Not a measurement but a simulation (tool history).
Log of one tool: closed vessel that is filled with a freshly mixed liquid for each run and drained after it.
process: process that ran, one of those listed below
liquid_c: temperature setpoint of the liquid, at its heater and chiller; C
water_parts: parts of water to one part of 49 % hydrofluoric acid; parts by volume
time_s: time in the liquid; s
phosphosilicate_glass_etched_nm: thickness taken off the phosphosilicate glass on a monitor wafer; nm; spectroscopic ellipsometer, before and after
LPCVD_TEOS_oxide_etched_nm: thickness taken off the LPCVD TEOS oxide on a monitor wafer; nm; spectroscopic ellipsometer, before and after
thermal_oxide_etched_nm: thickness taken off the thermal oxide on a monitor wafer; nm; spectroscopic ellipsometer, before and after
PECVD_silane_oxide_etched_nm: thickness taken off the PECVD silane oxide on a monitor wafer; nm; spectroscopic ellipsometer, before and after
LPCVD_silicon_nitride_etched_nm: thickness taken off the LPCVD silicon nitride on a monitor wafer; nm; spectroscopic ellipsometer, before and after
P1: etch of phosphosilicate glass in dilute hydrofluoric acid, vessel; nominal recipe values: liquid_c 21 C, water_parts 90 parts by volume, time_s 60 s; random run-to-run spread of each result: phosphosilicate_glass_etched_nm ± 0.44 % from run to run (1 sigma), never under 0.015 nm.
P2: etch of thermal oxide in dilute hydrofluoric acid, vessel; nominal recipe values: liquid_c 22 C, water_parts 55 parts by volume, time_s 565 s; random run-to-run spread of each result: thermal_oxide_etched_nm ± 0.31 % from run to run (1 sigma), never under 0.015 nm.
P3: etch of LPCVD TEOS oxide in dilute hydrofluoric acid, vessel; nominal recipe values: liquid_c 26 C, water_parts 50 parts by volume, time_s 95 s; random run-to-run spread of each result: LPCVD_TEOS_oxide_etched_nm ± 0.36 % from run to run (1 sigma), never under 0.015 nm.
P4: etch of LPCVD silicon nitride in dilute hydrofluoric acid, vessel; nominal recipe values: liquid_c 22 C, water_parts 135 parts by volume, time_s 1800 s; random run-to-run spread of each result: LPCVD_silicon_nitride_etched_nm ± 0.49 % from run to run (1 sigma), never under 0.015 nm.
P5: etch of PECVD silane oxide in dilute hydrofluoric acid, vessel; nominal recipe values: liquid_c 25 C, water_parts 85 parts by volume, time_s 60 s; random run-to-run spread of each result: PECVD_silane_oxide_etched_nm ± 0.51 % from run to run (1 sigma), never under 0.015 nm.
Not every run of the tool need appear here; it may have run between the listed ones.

| run | hour | process | liquid_c | water_parts | time_s | hours since the thermometer was replaced | hours since the hydrofluoric acid flow meter was replaced | phosphosilicate_glass_etched_nm | LPCVD_TEOS_oxide_etched_nm | thermal_oxide_etched_nm | PECVD_silane_oxide_etched_nm | LPCVD_silicon_nitride_etched_nm |
|---|---|---|---|---|---|---|---|---|---|---|---|---|
| 1 | 16.1 | P1 | 21 | 90 | 60 | 1518.6 | 523.8 | 99.976 |  |  |  |  |
| 2 | 30.4 | P3 | 26 | 50 | 30 | 1532.9 | 538.1 |  | 12.658 |  |  |  |
| 3 | 39.1 | P2 | 22 | 55 | 215 | 1541.6 | 546.8 |  |  | 18.558 |  |  |
| 4 | 47.3 | P1 | 27.5 | 90 | 105 | 1549.8 | 555 | 227.3 |  |  |  |  |
| 5 | 60.4 | P1 | 17 | 90 | 85 | 1562.9 | 568.1 | 119.23 |  |  |  |  |
| 6 | 67.9 | P5 | 25 | 85 | 60 | 1570.4 | 575.6 |  |  |  | 18.298 |  |
| 7 | 76.5 | P1 | 21 | 20 | 60 | 1579 | 584.2 | 493.4 |  |  |  |  |
| 8 | 87 | P5 | 25 | 25 | 60 | 1589.5 | 594.7 |  |  |  | 67.073 |  |
| 9 | 102.2 | P1 | 21 | 160 | 60 | 1604.7 | 609.9 | 52.131 |  |  |  |  |
| 10 | 113.4 | P1 | 25.5 | 90 | 60 | 1615.9 | 621.1 | 119.92 |  |  |  |  |
| 11 | 126.5 | P4 | 22 | 135 | 1800 | 1629 | 634.2 |  |  |  |  | 5.5887 |
| 12 | 138.8 | P2 | 22 | 55 | 565 | 1641.3 | 646.5 |  |  | 49.233 |  |  |
| 13 | 151.1 | P4 | 22 | 135 | 955 | 1653.6 | 658.8 |  |  |  |  | 2.9487 |
| 14 | 163.1 | P5 | 25 | 85 | 100 | 1665.6 | 670.8 |  |  |  | 30.83 |  |
| 15 | 175.9 | P1 | 21 | 90 | 60 | 1678.4 | 683.6 | 100.78 |  |  |  |  |
| 16 | 184 | P1 | 21 | 90 | 105 | 1686.5 | 691.7 | 174.29 |  |  |  |  |
| 17 | 198.6 | P3 | 26 | 50 | 95 | 1701.1 | 706.3 |  | 40.119 |  |  |  |
| 18 | 207.5 | P2 | 22 | 100 | 565 | 1710 | 715.2 |  |  | 25.59 |  |  |
| 19 | 219.7 | P3 | 26 | 20 | 95 | 1722.2 | 727.4 |  | 105.23 |  |  |  |
| 20 | 229.3 | P1 | 21 | 90 | 60 | 1731.8 | 737 | 100.11 |  |  |  |  |
| 21 | 241.5 | P4 | 22 | 135 | 1800 | 1744 | 749.2 |  |  |  |  | 5.5781 |
| 22 | 251.7 | P1 | 17 | 90 | 60 | 1754.2 | 759.4 | 84.099 |  |  |  |  |
| 23 | 263.2 | P4 | 22 | 250 | 1800 | 1765.7 | 770.9 |  |  |  |  | 3.0171 |
| 24 | 279.2 | P1 | 21 | 90 | 60 | 1781.7 | 786.9 | 100.07 |  |  |  |  |
| 25 | 288.2 | P1 | 21 | 90 | 60 | 1790.7 | 795.9 | 99.77 |  |  |  |  |
| 26 | 298.6 | P4 | 17.5 | 135 | 1800 | 1801.1 | 806.3 |  |  |  |  | 4.1083 |
| 27 | 306.7 | P5 | 20.5 | 85 | 60 | 1809.2 | 814.4 |  |  |  | 15.262 |  |
| 28 | 317.3 | P2 | 22 | 55 | 565 | 1819.8 | 825 |  |  | 48.928 |  |  |
| 29 | 325.7 | P1 | 21 | 90 | 30 | 1828.2 | 833.4 | 49.807 |  |  |  |  |
| 30 | 336.5 | P3 | 32 | 50 | 95 | 1839 | 844.2 |  | 50.768 |  |  |  |
| 31 | 350.3 | P2 | 26 | 55 | 565 | 1852.8 | 858 |  |  | 57.734 |  |  |
| 32 | 362.7 | P1 | 21 | 90 | 60 | 1865.2 | 870.4 | 99.559 |  |  |  |  |
| 33 | 375.5 | P1 | 21 | 90 | 60 | 1878 | 883.2 | 96.509 |  |  |  |  |
| 34 | 387.3 | P1 | 21 | 90 | 60 | 1889.8 | 895 | 94.262 |  |  |  |  |
| 35 | 396.6 | P1 | 21 | 90 | 60 | 1899.1 | 904.3 | 93.588 |  |  |  |  |
| 36 | 408.2 | P1 | 21 | 90 | 60 | 1910.7 | 915.9 | 92.888 |  |  |  |  |
| 37 | 415.3 | P1 | 21 | 90 | 60 | 1917.8 | 923 | 92.603 |  |  |  |  |
| 38 | 425.7 | P1 | 21 | 90 | 60 | 1928.2 | 933.4 | 91.967 |  |  |  |  |
| 39 | 433.6 | P1 | 21 | 90 | 60 | 1936.1 | 941.3 | 92.187 |  |  |  |  |
| 40 | 449.3 | P1 | 21 | 90 | 60 | 1951.8 | 957 | 91.167 |  |  |  |  |
| 41 | 461.3 | P1 | 21 | 90 | 60 | 1963.8 | 969 | 90.868 |  |  |  |  |

Run 42 comes next. What will it give?
| 42 | 477.4 | P1 | 21 | 90 | 60 | 1979.9 | 985.1 | ? |  |  |  |  |

phosphosilicate_glass_etched_nm: 90.502 nm
